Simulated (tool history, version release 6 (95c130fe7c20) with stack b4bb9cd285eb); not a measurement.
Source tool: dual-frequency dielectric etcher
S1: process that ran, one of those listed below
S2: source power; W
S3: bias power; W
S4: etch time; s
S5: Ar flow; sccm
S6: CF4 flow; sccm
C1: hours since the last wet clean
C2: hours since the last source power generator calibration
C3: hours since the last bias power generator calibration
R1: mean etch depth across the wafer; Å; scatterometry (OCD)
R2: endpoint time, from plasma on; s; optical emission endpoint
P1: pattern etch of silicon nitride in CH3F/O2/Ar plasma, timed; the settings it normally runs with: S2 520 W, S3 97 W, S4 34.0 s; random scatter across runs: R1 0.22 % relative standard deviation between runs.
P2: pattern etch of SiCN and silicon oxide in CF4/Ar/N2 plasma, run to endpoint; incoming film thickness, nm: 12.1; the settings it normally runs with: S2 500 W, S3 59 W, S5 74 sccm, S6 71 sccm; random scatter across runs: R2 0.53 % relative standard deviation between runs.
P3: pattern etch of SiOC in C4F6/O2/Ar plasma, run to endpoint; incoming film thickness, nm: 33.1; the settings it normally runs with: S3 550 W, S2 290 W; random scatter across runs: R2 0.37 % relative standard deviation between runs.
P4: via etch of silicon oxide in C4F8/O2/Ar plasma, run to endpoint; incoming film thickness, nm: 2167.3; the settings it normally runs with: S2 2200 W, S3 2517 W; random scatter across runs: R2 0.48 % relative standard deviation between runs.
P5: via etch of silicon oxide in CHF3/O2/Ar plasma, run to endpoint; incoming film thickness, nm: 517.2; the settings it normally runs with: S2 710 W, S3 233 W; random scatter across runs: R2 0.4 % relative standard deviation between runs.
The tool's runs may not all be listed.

Run 1, day 0.588: S1 P1, S2 520 W, S3 97 W, S4 34.0 s; C1 190.4; C2 2262.0; C3 1127.5. Result: R1 292.14 Å.
Run 2, day 1.183: S1 P1, S2 520 W, S3 129 W, S4 34.0 s; C1 204.7; C2 2276.3; C3 1141.8. Result: R1 322.44 Å.
Run 3, day 1.821: S1 P5, S2 710 W, S3 307 W; C1 220.0; C2 2291.6; C3 1157.1. Result: R2 201.880 s.
Run 4, day 2.392: S1 P1, S2 350 W, S3 97 W, S4 34.0 s; C1 233.7; C2 2305.3; C3 1170.8. Result: R1 252.31 Å.
Run 5, day 2.796: S1 P1, S2 520 W, S3 76 W, S4 34.0 s; C1 243.4; C2 2315.0; C3 1180.5. Result: R1 267.64 Å.
Run 6, day 3.288: S1 P5, S2 560 W, S3 233 W; C1 255.2; C2 2326.8; C3 1192.3. Result: R2 241.800 s.
Run 7, day 3.871: S1 P1, S2 520 W, S3 97 W, S4 18.5 s; C1 269.2; C2 2340.8; C3 1206.3. Result: R1 159.76 Å.
At day 3.975: bias power generator calibrated.
Run 8, day 4.475: S1 P2, S2 500 W, S3 59 W, S5 74 sccm, S6 71 sccm; C1 283.7; C2 2355.3; C3 12.0. Result: R2 13.468 s.
Run 9, day 5.133: S1 P1, S2 520 W, S3 97 W, S4 34.0 s; C1 299.5; C2 2371.1; C3 27.8. Result: R1 292.30 Å.
Run 10, day 5.588: S1 P2, S2 500 W, S3 59 W, S5 55 sccm, S6 71 sccm; C1 310.4; C2 2382.0; C3 38.7. Result: R2 12.915 s.
Run 11, day 6.233: S1 P2, S2 500 W, S3 59 W, S5 74 sccm, S6 93 sccm; C1 325.9; C2 2397.5; C3 54.2. Result: R2 12.799 s.
Run 12, day 6.600: S1 P5, S2 710 W, S3 233 W; C1 334.7; C2 2406.3; C3 63.0. Result: R2 222.090 s.
Run 13, day 7.225: S1 P3, S2 180 W, S3 550 W; C1 349.7; C2 2421.3; C3 78.0. Result: R2 14.612 s.
Run 14, day 7.608: S1 P2, S2 500 W, S3 75 W, S5 74 sccm, S6 71 sccm; C1 358.9; C2 2430.5; C3 87.2. Result: R2 12.412 s.
Run 15, day 8.021: S1 P1, S2 640 W, S3 97 W, S4 34.0 s; C1 368.8; C2 2440.4; C3 97.1. Result: R1 316.66 Å.
Run 16, day 8.446: S1 P3, S2 290 W, S3 740 W; C1 379.0; C2 2450.6; C3 107.3. Result: R2 10.826 s.
Run 17, day 8.912: S1 P3, S2 290 W, S3 550 W; C1 390.2; C2 2461.8; C3 118.5. Result: R2 12.196 s.
Run 18, day 9.242: S1 P1, S2 700 W, S3 97 W, S4 24.5 s; C1 398.1; C2 2469.7; C3 126.4. Result: R1 235.60 Å.
Run 19, day 9.583: S1 P4, S2 2790 W, S3 2517 W; C1 406.3; C2 2477.9; C3 134.6. Result: R2 349.220 s.
Run 20, day 9.892: S1 P1, S2 710 W, S3 97 W, S4 48.0 s; C1 413.7; C2 2485.3; C3 142.0. Result: R1 463.56 Å.
Run 21, day 10.500: S1 P1, S2 520 W, S3 97 W, S4 34.0 s; C1 428.3; C2 2499.9; C3 156.6. Result: R1 291.24 Å.
Run 22, day 11.104: S1 P1, S2 520 W, S3 97 W, S4 34.0 s; C1 442.8; C2 2514.4; C3 171.1. Result: R1 292.56 Å.
Run 23, day 11.721: S1 P4, S2 2200 W, S3 2517 W; C1 457.6; C2 2529.2; C3 185.9. Result: R2 383.060 s.

Forecast run 24:
Run 24, day 12.271: S1 P4, S2 2200 W, S3 3211 W; C1 470.8; C2 2542.4; C3 199.1. Result: R2 ?.

For run 24 the tool returned R2 355.580 s.
